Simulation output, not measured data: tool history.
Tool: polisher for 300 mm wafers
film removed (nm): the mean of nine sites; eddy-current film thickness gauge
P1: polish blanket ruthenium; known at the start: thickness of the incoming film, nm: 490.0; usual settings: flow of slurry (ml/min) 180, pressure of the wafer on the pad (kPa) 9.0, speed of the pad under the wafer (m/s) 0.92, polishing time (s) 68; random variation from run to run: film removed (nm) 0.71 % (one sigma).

run,hour,flow of slurry (ml/min),pressure of the wafer on the pad (kPa),speed of the pad under the wafer (m/s),polishing time (s),film removed (nm)
1,11.4,180,9.0,0.92,68,42.522
2,17.6,180,9.0,0.92,68,42.505
3,23.8,180,9.0,0.92,68,42.695
4,33.8,250,9.0,0.92,50,32.185
5,43.7,180,9.0,0.46,68,21.352
6,53.7,110,9.0,0.92,68,38.769
7,59.1,180,9.0,0.92,68,42.350
8,70.0,180,9.0,0.92,87,54.396
9,80.0,280,9.0,0.92,68,44.750
10,91.0,240,13.8,0.92,68,67.249
# hour 95.0: head pressure recalibrated
11,101.1,180,9.0,0.92,47,29.250
12,110.5,180,9.0,0.92,68,42.284
# hour 111.7: slurry nozzle cleaned
13,117.5,180,9.0,0.92,68,42.529
14,125.3,180,9.0,0.92,68,42.577
15,134.1,180,11.7,0.92,68,54.763
16,143.1,180,9.0,1.26,68,58.098
17,153.9,245,9.0,0.92,49,31.620
18,160.3,180,4.1,0.92,68,19.712
19,171.5,180,9.0,0.92,68,42.197
20,179.1,180,9.0,0.92,68,41.576
21,189.2,180,9.0,0.92,68,40.612
22,197.2,180,9.0,0.92,68,40.668
23,206.7,180,9.0,0.92,68,39.957
24,215.4,180,9.0,0.92,68,39.782
25,224.4,180,9.0,0.92,68,39.451
# hour 229.8: head pressure recalibrated
26,230.4,180,9.0,0.92,68,39.408
27,238.8,180,9.0,0.92,68,39.508
28,245.1,180,9.0,0.92,68,39.286

Run 29 comes next. What will it give?
29,254.2,180,9.0,0.92,68,?

film removed (nm): 39.331

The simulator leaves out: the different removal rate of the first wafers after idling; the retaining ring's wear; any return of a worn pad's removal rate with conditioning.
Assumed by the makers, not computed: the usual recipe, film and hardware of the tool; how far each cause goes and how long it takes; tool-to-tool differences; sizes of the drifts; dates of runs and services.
